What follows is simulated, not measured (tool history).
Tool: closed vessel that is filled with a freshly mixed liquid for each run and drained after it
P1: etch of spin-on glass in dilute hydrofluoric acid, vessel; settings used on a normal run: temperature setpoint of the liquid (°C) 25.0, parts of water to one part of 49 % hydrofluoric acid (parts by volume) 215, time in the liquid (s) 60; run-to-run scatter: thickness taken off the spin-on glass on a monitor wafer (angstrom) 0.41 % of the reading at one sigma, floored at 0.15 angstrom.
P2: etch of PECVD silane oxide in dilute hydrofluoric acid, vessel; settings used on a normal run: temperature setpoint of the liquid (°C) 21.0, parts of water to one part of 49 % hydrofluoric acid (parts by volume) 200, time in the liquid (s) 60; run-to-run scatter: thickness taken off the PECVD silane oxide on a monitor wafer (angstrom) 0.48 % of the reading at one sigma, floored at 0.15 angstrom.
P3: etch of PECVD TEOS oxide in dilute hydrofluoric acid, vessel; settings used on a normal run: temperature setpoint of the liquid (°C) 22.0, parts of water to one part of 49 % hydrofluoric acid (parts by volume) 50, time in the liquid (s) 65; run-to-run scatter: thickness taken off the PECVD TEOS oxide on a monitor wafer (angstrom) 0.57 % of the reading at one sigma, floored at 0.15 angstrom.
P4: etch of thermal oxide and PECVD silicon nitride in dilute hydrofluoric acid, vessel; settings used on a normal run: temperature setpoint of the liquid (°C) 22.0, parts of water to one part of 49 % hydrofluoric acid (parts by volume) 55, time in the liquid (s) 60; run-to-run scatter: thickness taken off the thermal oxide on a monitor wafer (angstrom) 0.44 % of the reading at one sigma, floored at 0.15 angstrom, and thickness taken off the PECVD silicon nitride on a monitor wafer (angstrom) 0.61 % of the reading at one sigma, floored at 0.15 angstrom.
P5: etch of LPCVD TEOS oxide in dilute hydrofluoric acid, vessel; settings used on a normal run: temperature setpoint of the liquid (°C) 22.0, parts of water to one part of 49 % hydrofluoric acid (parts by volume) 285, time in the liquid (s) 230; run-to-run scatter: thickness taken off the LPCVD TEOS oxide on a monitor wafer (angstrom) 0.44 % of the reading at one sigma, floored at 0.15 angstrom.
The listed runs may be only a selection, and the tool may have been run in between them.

run	hour	process that ran	temperature setpoint of the liquid (°C)	parts of water to one part of 49 % hydrofluoric acid (parts by volume)	time in the liquid (s)	hours since the thermometer was replaced	hours since the hydrofluoric acid flow meter was replaced	thickness taken off the spin-on glass on a monitor wafer (angstrom)	thickness taken off the thermal oxide on a monitor wafer (angstrom)	thickness taken off the PECVD silicon nitride on a monitor wafer (angstrom)	thickness taken off the LPCVD TEOS oxide on a monitor wafer (angstrom)	thickness taken off the PECVD silane oxide on a monitor wafer (angstrom)	thickness taken off the PECVD TEOS oxide on a monitor wafer (angstrom)
1	15.3	P1	25.0	215	60	986.5	920.4	85.022					
2	29.5	P1	25.0	215	60	1000.7	934.6	85.386					
3	38.1	P1	25.0	215	115	1009.3	943.2	164.060					
4	51.3	P1	25.0	215	60	1022.5	956.4	86.042					
5	63.4	P4	22.0	25	60	1034.6	968.5		115.480	103.580			
6	76.1	P1	25.0	215	60	1047.3	981.2	85.634					
7	89.6	P1	25.0	215	30	1060.8	994.7	42.815					
8	98.3	P5	22.0	285	230	1069.5	1003.4				351.46		
9	111.7	P2	25.0	200	60	1082.9	1016.8					74.268	
10	123.3	P1	25.0	95	60	1094.5	1028.4	223.240					
11	137.5	P1	21.0	215	30	1108.7	1042.6	36.912					
12	147.1	P4	22.0	55	60	1118.3	1052.2		50.761	48.291			
13	162.2	P1	25.0	215	60	1133.4	1067.3	85.618					
14	169.9	P4	22.0	55	30	1141.1	1075.0		24.874	24.202			
15	185.2	P4	30.0	55	60	1156.4	1090.3		69.671	82.052			
16	196.0	P3	22.0	50	30	1167.2	1101.1						98.373
17	205.0	P2	21.0	200	60	1176.2	1110.1					64.407	
18	214.1	P1	32.0	215	60	1185.3	1119.2	109.480					
19	228.1	P1	18.5	215	60	1199.3	1133.2	66.594					
20	237.4	P2	21.0	200	30	1208.6	1142.5					32.589	
21	252.3	P5	22.0	510	230	1223.5	1157.4				162.88		
22	260.0	P3	22.0	50	65	1231.2	1165.1						211.860
23	275.1	P3	22.0	90	65	1246.3	1180.2						114.060
24	282.7	P5	22.0	285	230	1253.9	1187.8				351.00		
25	292.6	P1	25.0	215	60	1263.8	1197.7	86.275					
26	299.4	P5	22.0	285	345	1270.6	1204.5				527.05		
27	306.7	P2	21.0	355	60	1277.9	1211.8					31.113	
28	320.5	P5	17.0	285	230	1291.7	1225.6				292.77		
29	328.4	P4	22.0	55	60	1299.6	1233.5		50.407	48.533			
30	343.8	P1	25.0	395	60	1315.0	1248.9	38.849					
31	355.4	P3	27.0	50	65	1326.6	1260.5						260.590
32	365.0	P1	25.0	215	60	1336.2	1270.1	85.644					
33	380.3	P1	25.0	215	60	1351.5	1285.4	84.370					
34	393.4	P1	25.0	215	60	1364.6	1298.5	81.952					
35	407.3	P1	25.0	215	60	1378.5	1312.4	80.979					
36	419.9	P1	25.0	215	60	1391.1	1325.0	80.397					
37	435.1	P1	25.0	215	60	1406.3	1340.2	80.979					
38	446.6	P1	25.0	215	60	1417.8	1351.7	80.442					
39	458.2	P1	25.0	215	60	1429.4	1363.3	80.417					
40	467.2	P1	25.0	215	60	1438.4	1372.3	79.958					
41	479.4	P1	25.0	215	60	1450.6	1384.5	79.857					
42	493.5	P1	25.0	215	60	1464.7	1398.6	79.595					
43	501.8	P1	25.0	215	60	1473.0	1406.9	79.576					

Compared with where it was, what P1 gives has crept away. Each cause listed below fits the log as well as the rest, at the size given for it:
A: hydrofluoric acid flow below the setpoint (%) = 5.49
B: liquid colder than its thermometer reads (K) = 1.91
The process output started creeping at around hour 365.0.

Of the 4 check runs listed below, each run on one wafer and each result written as a question mark, which would let you distinguish the listed causes because they would give clearly different results?
check 1	510.1	P3	22.0	90	30								?
check 2	510.1	P5	17.0	510	230						?		
check 3	510.1	P2	24.0	350	60							?	
check 4	510.1	P4	29.5	55	30				?	?			

Check results expected under each cause:
check	result	if A	if B
check 1	thickness taken off the PECVD TEOS oxide on a monitor wafer (angstrom)	48.774	48.021
check 2	thickness taken off the LPCVD TEOS oxide on a monitor wafer (angstrom)	126.83	128.24
check 3	thickness taken off the PECVD silane oxide on a monitor wafer (angstrom)	33.039	33.369
check 4	thickness taken off the thermal oxide on a monitor wafer (angstrom)	32.208	31.751
check 4	thickness taken off the PECVD silicon nitride on a monitor wafer (angstrom)	37.619	35.136
Per check, the gap between the least separated pair of causes, taken in the result that splits them most: check 1 1.56 %; check 2 1.11 %; check 3 1 %; check 4 6.83 %
The other checks would show nearly matching results whichever cause is true, so check 4 is the only one that separates the causes.

Check 4 was carried out, with these results: thickness taken off the thermal oxide on a monitor wafer (angstrom) 31.615; thickness taken off the PECVD silicon nitride on a monitor wafer (angstrom) 34.954. Which of the listed causes is responsible?

It was cause B: liquid colder than its thermometer reads (K).

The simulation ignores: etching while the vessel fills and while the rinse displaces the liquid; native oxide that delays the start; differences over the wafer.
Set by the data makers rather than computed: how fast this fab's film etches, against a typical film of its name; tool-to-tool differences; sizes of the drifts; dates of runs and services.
